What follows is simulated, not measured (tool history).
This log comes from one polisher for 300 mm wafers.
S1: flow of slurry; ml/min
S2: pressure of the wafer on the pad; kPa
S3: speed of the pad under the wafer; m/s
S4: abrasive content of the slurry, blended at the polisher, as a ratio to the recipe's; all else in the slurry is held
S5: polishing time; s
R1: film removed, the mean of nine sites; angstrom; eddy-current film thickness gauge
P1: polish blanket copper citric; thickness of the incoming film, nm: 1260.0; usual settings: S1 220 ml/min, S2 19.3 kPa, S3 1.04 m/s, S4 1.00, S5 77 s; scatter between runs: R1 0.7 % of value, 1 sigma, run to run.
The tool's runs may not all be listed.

run,hour,S1,S2,S3,S4,S5,R1
1,6.3,220,19.3,1.04,1.00,77,1673.50
2,12.4,220,19.3,1.64,1.00,77,2634.40
3,18.0,130,19.3,1.04,1.00,77,1547.40
4,24.9,220,19.3,1.04,1.00,44,951.56
5,28.5,220,19.3,1.04,1.00,101,2185.80
6,32.0,220,19.3,1.04,1.20,77,1726.20
7,39.0,345,19.3,1.04,1.00,77,1748.00
8,43.0,220,19.3,1.04,0.70,77,1552.90
9,50.6,220,19.3,1.04,1.00,77,1661.20
10,55.7,220,19.3,1.04,1.00,77,1658.50
11,59.7,220,19.3,1.04,1.00,77,1663.20
12,66.9,220,26.9,1.04,1.00,77,2309.60
13,70.5,220,19.3,1.32,1.25,77,2202.80
14,77.4,305,19.3,1.04,1.00,57,1287.50
15,81.4,220,19.3,1.04,1.00,77,1653.40
16,85.0,220,9.0,1.04,1.00,77,793.49
17,89.4,220,19.3,0.54,1.00,77,879.79
18,96.8,220,19.3,1.04,1.00,77,1671.30

Forecast run 19:
19,102.7,220,19.3,1.04,1.00,77,?

{"run 19": {"R1": 1639.2}}
